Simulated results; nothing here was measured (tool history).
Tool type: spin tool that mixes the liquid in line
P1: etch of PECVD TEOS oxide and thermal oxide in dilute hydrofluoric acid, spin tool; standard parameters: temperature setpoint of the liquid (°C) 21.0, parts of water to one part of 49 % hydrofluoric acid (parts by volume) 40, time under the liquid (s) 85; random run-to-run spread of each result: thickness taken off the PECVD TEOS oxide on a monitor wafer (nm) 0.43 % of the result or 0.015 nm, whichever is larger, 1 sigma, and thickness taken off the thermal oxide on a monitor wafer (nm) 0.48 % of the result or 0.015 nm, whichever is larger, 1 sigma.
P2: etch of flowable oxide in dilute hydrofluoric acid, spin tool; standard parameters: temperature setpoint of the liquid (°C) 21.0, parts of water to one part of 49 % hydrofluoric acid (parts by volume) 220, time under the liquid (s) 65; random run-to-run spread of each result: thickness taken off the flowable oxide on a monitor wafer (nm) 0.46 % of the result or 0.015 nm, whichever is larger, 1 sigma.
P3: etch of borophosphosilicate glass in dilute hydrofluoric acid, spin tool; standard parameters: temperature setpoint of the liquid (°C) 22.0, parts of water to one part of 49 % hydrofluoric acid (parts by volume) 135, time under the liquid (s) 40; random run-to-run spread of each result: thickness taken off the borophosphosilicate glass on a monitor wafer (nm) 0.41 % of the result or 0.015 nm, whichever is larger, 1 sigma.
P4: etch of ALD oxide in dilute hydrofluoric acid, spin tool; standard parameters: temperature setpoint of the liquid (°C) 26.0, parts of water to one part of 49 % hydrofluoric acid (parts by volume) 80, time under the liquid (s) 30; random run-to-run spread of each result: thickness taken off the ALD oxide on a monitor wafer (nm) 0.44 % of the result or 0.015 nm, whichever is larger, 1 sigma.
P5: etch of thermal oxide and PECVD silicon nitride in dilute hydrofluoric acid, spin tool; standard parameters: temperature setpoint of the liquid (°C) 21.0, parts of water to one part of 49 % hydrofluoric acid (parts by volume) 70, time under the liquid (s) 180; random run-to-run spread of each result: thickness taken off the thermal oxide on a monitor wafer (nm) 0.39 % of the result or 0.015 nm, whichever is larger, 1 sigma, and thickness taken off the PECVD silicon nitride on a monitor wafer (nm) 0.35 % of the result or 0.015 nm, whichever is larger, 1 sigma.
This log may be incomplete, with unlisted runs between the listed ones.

run	day	process that ran	temperature setpoint of the liquid (°C)	parts of water to one part of 49 % hydrofluoric acid (parts by volume)	time under the liquid (s)	hours since the thermometer was replaced	hours since the hydrofluoric acid flow meter was replaced	thickness taken off the PECVD TEOS oxide on a monitor wafer (nm)	thickness taken off the thermal oxide on a monitor wafer (nm)	thickness taken off the flowable oxide on a monitor wafer (nm)	thickness taken off the ALD oxide on a monitor wafer (nm)	thickness taken off the borophosphosilicate glass on a monitor wafer (nm)	thickness taken off the PECVD silicon nitride on a monitor wafer (nm)
1	0.108	P1	21.0	40	85	360.9	272.8	19.6530	9.1563				
2	0.267	P1	21.0	20	50	364.7	276.6	23.7170	10.9430				
3	0.375	P2	21.0	50	65	367.3	279.2			33.1380			
4	0.500	P1	21.0	40	85	370.3	282.2	19.6610	9.1058				
5	0.675	P1	21.0	40	85	374.5	286.4	19.7310	9.1278				
6	0.758	P4	26.0	80	30	376.5	288.4				14.1650		
7	0.846	P3	22.0	190	40	378.6	290.5					6.4869	
8	1.025	P3	17.0	135	40	382.9	294.8					7.9463	
9	1.158	P2	21.0	220	65	386.1	298.0			6.3091			
10	1.242	P4	19.0	80	30	388.1	300.0				10.7090		
11	1.338	P1	21.0	70	85	390.4	302.3	10.9780	4.9920				
12	1.483	P4	26.0	80	30	393.9	305.8				14.1110		
13	1.588	P5	17.0	70	180	396.4	308.3		9.3119				6.8636
14	1.717	P1	21.0	40	85	399.5	311.4	19.7340	9.0605				
15	1.812	P1	21.0	40	15	401.8	313.7	3.5222	1.6186				
16	1.992	P1	21.0	40	85	406.1	318.0	19.7270	9.1421				
17	2.146	P2	27.0	220	65	409.8	321.7			7.8426			
18	2.279	P3	22.0	135	80	413.0	324.9					19.3750	
19	2.429	P1	21.0	40	125	416.6	328.5	29.1590	13.4810				
20	2.588	P1	21.0	40	85	420.4	332.3	19.5790	9.0999				
21	2.738	P4	26.0	80	15	424.0	335.9				7.1024		
22	2.854	P1	21.0	20	85	426.8	338.7	40.6430	18.5980				
23	3.012	P2	21.0	220	105	430.6	342.5			10.1410			
24	3.179	P4	26.0	115	30	434.6	346.5				9.3878		
25	3.292	P1	17.0	40	85	437.3	349.2	16.6310	7.7076				
26	3.400	P5	21.0	70	340	439.9	351.8		20.8760				17.1860
27	3.479	P5	21.0	110	180	441.8	353.7		6.7847				5.8213
28	3.579	P5	21.0	70	180	444.2	356.1		11.0730				9.0325
29	3.742	P1	26.5	40	30	448.1	360.0	8.7413	4.0615				
30	3.838	P3	22.0	135	40	450.4	362.3					9.6645	
31	3.925	P1	21.0	40	85	452.5	364.4	19.7620	9.1388				
32	4.029	P2	21.0	220	65	455.0	366.9			6.3201			
33	4.133	P1	26.0	40	85	457.5	369.4	24.3290	11.2280				
34	4.229	P1	21.0	40	85	459.8	371.7	19.5880	9.0666				
35	4.312	P1	21.0	40	85	461.8	373.7	20.2060	9.3414				
36	4.438	P1	21.0	40	85	464.8	376.7	20.6980	9.5573				
37	4.567	P1	21.0	40	85	467.9	379.8	20.8800	9.7122				
38	4.650	P1	21.0	40	85	469.9	381.8	20.8070	9.7625				
39	4.775	P1	21.0	40	85	472.9	384.8	21.1550	9.7803				

Run 40, settings as shown, results not yet in. Your forecast:
40	4.862	P1	21.0	40	85	475.0	386.9	?	?				

thickness taken off the PECVD TEOS oxide on a monitor wafer (nm): 20.8640
thickness taken off the thermal oxide on a monitor wafer (nm): 9.7086
